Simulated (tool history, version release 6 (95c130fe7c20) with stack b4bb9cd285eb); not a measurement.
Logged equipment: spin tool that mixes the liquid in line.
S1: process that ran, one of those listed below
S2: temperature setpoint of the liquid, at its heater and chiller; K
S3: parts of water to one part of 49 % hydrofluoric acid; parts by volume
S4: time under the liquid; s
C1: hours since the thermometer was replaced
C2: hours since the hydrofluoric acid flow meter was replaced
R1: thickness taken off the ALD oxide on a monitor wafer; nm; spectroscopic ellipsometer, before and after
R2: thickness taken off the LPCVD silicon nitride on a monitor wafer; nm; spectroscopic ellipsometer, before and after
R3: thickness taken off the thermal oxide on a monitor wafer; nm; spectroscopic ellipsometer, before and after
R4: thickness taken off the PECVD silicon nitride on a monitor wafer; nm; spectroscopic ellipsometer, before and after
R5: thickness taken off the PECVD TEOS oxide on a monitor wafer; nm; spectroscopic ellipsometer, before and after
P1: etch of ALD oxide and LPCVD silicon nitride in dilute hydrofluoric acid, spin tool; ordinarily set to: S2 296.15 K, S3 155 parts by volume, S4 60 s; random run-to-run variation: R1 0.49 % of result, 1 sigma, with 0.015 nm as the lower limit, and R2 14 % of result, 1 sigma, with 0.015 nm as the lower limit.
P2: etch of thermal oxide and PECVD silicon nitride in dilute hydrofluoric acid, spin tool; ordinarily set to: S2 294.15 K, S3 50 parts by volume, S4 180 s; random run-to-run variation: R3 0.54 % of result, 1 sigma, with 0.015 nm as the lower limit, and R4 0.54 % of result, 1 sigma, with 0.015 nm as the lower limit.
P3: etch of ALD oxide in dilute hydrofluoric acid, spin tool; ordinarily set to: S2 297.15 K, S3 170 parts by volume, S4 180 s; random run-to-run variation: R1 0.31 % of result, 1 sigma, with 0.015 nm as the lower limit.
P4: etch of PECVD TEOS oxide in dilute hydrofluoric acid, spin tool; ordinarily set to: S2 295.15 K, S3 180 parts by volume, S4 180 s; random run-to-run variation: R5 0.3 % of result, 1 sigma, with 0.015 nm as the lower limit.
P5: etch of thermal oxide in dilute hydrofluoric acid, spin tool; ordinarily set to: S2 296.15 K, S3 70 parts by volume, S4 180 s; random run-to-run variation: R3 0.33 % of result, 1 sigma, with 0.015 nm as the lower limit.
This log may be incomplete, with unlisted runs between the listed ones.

| run | day | S1 | S2 | S3 | S4 | C1 | C2 | R1 | R2 | R3 | R4 | R5 |
|---|---|---|---|---|---|---|---|---|---|---|---|---|
| 1 | 0.212 | P1 | 296.15 | 155 | 60 | 956.5 | 668.0 | 7.6782 | 0.182050 |  |  |  |
| 2 | 0.617 | P2 | 294.15 | 50 | 345 | 966.2 | 677.7 |  |  | 31.8220 | 16.7180 |  |
| 3 | 0.833 | P4 | 295.15 | 180 | 95 | 971.4 | 682.9 |  |  |  |  | 8.4781 |
| 4 | 1.171 | P3 | 303.65 | 170 | 180 | 979.5 | 691.0 | 15.4260 |  |  |  |  |
| 5 | 1.650 | P2 | 294.15 | 90 | 180 | 991.0 | 702.5 |  |  | 8.7422 | 4.9095 |  |
| 6 | 1.883 | P2 | 294.15 | 50 | 180 | 996.6 | 708.1 |  |  | 16.7280 | 8.7076 |  |
| 7 | 2.258 | P1 | 296.15 | 40 | 105 | 1005.6 | 717.1 | 59.5400 | 1.257900 |  |  |  |
| 8 | 2.617 | P5 | 300.65 | 70 | 180 | 1014.2 | 725.7 |  |  | 15.3070 |  |  |
| 9 | 2.908 | P3 | 297.15 | 265 | 180 | 1021.2 | 732.7 | 7.0773 |  |  |  |  |
|  | 3.212 | thermometer replaced |
| 10 | 3.246 | P1 | 296.15 | 155 | 60 | 0.9 | 740.8 | 7.6846 | 0.187040 |  |  |  |
| 11 | 3.471 | P4 | 295.15 | 100 | 180 | 6.3 | 746.2 |  |  |  |  | 31.4390 |
| 12 | 3.925 | P4 | 301.15 | 180 | 180 | 17.2 | 757.1 |  |  |  |  | 20.0270 |
| 13 | 4.242 | P5 | 296.15 | 70 | 180 | 24.8 | 764.7 |  |  | 12.8380 |  |  |
|  | 4.458 | hydrofluoric acid flow meter replaced |
| 14 | 4.567 | P3 | 297.15 | 170 | 180 | 32.6 | 2.7 | 12.2020 |  |  |  |  |
| 15 | 5.038 | P1 | 296.15 | 250 | 60 | 43.9 | 14.0 | 4.3587 | 0.101390 |  |  |  |
| 16 | 5.262 | P1 | 296.15 | 155 | 115 | 49.3 | 19.4 | 14.6890 | 0.385910 |  |  |  |
| 17 | 5.550 | P1 | 296.15 | 20 | 60 | 56.2 | 26.3 | 70.2910 | 1.463100 |  |  |  |
| 18 | 5.825 | P5 | 296.15 | 40 | 180 | 62.8 | 32.9 |  |  | 23.2250 |  |  |
| 19 | 6.271 | P1 | 296.15 | 155 | 60 | 73.5 | 43.6 | 7.7388 | 0.124470 |  |  |  |
| 20 | 6.604 | P1 | 296.15 | 155 | 60 | 81.5 | 51.6 | 7.7083 | 0.194260 |  |  |  |
| 21 | 6.825 | P1 | 296.15 | 155 | 60 | 86.8 | 56.9 | 7.6882 | 0.216210 |  |  |  |
| 22 | 7.079 | P1 | 296.15 | 155 | 60 | 92.9 | 63.0 | 7.6925 | 0.210060 |  |  |  |
| 23 | 7.571 | P1 | 290.15 | 155 | 60 | 104.7 | 74.8 | 6.0533 | 0.137550 |  |  |  |
| 24 | 7.783 | P2 | 290.15 | 50 | 180 | 109.8 | 79.9 |  |  | 14.1380 | 6.6837 |  |
| 25 | 8.154 | P5 | 296.15 | 70 | 330 | 118.7 | 88.8 |  |  | 23.5110 |  |  |
| 26 | 8.496 | P1 | 296.15 | 155 | 20 | 126.9 | 97.0 | 2.5589 | 0.080588 |  |  |  |
| 27 | 8.917 | P1 | 296.15 | 155 | 60 | 137.0 | 107.1 | 7.6991 | 0.201480 |  |  |  |
| 28 | 9.262 | P3 | 297.15 | 170 | 180 | 145.3 | 115.4 | 12.0830 |  |  |  |  |
| 29 | 9.583 | P3 | 297.15 | 170 | 300 | 153.0 | 123.1 | 20.2470 |  |  |  |  |
| 30 | 10.004 | P1 | 302.15 | 155 | 60 | 163.1 | 133.2 | 9.6131 | 0.224190 |  |  |  |
| 31 | 10.312 | P4 | 295.15 | 180 | 180 | 170.5 | 140.6 |  |  |  |  | 16.0000 |
| 32 | 10.625 | P1 | 296.15 | 155 | 60 | 178.0 | 148.1 | 7.7049 | 0.218540 |  |  |  |
| 33 | 10.854 | P1 | 296.15 | 155 | 60 | 183.5 | 153.6 | 7.5464 | 0.193490 |  |  |  |
| 34 | 11.158 | P1 | 296.15 | 155 | 60 | 190.8 | 160.9 | 7.3742 | 0.226510 |  |  |  |
| 35 | 11.650 | P1 | 296.15 | 155 | 60 | 202.6 | 172.7 | 7.2848 | 0.214070 |  |  |  |
| 36 | 12.058 | P1 | 296.15 | 155 | 60 | 212.4 | 182.5 | 7.3301 | 0.271830 |  |  |  |
| 37 | 12.538 | P1 | 296.15 | 155 | 60 | 223.9 | 194.0 | 7.2587 | 0.225730 |  |  |  |
| 38 | 13.033 | P1 | 296.15 | 155 | 60 | 235.8 | 205.9 | 7.2442 | 0.229440 |  |  |  |

What P1 gives has crept off from where it sat before. The 2 causes that follow fit the log equally well, each at the size noted:
A: liquid colder than its thermometer reads (K) = 1.42
B: hydrofluoric acid flow below the setpoint (%) = 4.55
Creep in the process output first set in at about day 10.625.

Of the 4 check runs listed below, each run on one wafer and each result written as a question mark, which would let you distinguish the listed causes because they would give clearly different results?
| check 1 | 13.529 | P5 | 296.15 | 70 | 180 |  |  |  |  | ? |  |  |
| check 2 | 13.529 | P3 | 297.15 | 170 | 180 |  |  | ? |  |  |  |  |
| check 3 | 13.529 | P2 | 294.15 | 50 | 180 |  |  |  |  | ? | ? |  |
| check 4 | 13.529 | P4 | 295.15 | 180 | 180 |  |  |  |  |  |  | ? |

What each check would give under each cause:
| check | result | if A | if B |
|---|---|---|---|
| check 1 | R3 | 12.0520 | 12.1430 |
| check 2 | R1 | 11.4840 | 11.4650 |
| check 3 | R3 | 15.6170 | 15.7850 |
| check 3 | R4 | 7.9265 | 8.3592 |
| check 4 | R5 | 15.1880 | 15.1760 |
Separation of the two closest causes in each check, using whichever result separates them best: check 1 0.76 %; check 2 0.16 %; check 3 5.31 %; check 4 0.08 %
The other checks would show nearly matching results whichever cause is true, so check 3 is the only one that separates the causes.

Check 3 was carried out, with these results: R3 15.7770 nm; R4 8.3286 nm. Which of the listed causes is responsible?

It was cause B: hydrofluoric acid flow below the setpoint (%).
